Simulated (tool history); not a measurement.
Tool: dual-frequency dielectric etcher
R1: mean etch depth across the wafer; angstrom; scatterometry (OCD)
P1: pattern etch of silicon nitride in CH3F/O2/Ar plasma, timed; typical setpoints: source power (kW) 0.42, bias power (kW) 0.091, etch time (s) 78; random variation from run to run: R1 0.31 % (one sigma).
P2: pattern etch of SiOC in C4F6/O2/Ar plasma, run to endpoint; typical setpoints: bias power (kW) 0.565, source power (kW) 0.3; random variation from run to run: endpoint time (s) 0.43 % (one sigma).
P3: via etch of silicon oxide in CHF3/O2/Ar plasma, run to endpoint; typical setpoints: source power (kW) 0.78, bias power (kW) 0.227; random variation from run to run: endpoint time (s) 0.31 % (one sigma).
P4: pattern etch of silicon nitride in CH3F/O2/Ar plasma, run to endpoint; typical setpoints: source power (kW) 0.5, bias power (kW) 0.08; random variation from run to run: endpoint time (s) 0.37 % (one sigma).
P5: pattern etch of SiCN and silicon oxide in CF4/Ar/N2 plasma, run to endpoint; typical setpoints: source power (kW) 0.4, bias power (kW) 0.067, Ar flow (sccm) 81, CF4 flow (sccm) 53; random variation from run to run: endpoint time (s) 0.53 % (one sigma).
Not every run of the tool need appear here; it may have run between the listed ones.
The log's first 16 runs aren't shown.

-- day=4.525 source power generator calibrated
run 17 day=4.696 | process_that_ran=P1 source_power_(kW)=0.42 bias_power_(kW)=0.117 etch_time_(s)=46.5 | R1=389.56
run 18 day=4.921 | process_that_ran=P1 source_power_(kW)=0.31 bias_power_(kW)=0.091 etch_time_(s)=97 | R1=660.38
run 19 day=5.167 | process_that_ran=P2 source_power_(kW)=0.39 bias_power_(kW)=0.565 | endpoint_time_(s)=13.093
run 20 day=5.517 | process_that_ran=P3 source_power_(kW)=0.78 bias_power_(kW)=0.313 | endpoint_time_(s)=221.97
run 21 day=5.917 | process_that_ran=P2 source_power_(kW)=0.3 bias_power_(kW)=0.565 | endpoint_time_(s)=14.337
run 22 day=6.321 | process_that_ran=P4 source_power_(kW)=0.59 bias_power_(kW)=0.08 | endpoint_time_(s)=45.297
run 23 day=6.625 | process_that_ran=P1 source_power_(kW)=0.26 bias_power_(kW)=0.091 etch_time_(s)=78 | R1=500.17
run 24 day=7.029 | process_that_ran=P4 source_power_(kW)=0.5 bias_power_(kW)=0.113 | endpoint_time_(s)=42.435
run 25 day=7.204 | process_that_ran=P3 source_power_(kW)=0.78 bias_power_(kW)=0.227 | endpoint_time_(s)=248.62
run 26 day=7.579 | process_that_ran=P4 source_power_(kW)=0.5 bias_power_(kW)=0.08 | endpoint_time_(s)=48.056
run 27 day=7.979 | process_that_ran=P1 source_power_(kW)=0.42 bias_power_(kW)=0.11 etch_time_(s)=78 | R1=636.98
run 28 day=8.379 | process_that_ran=P2 source_power_(kW)=0.3 bias_power_(kW)=0.723 | endpoint_time_(s)=13.116
run 29 day=8.783 | process_that_ran=P1 source_power_(kW)=0.42 bias_power_(kW)=0.091 etch_time_(s)=78 | R1=595.86

Expected results for the next run?
run 30 day=8.971 | process_that_ran=P1 source_power_(kW)=0.42 bias_power_(kW)=0.091 etch_time_(s)=78 | R1=?

{"run 30": {"R1": 594.02}}
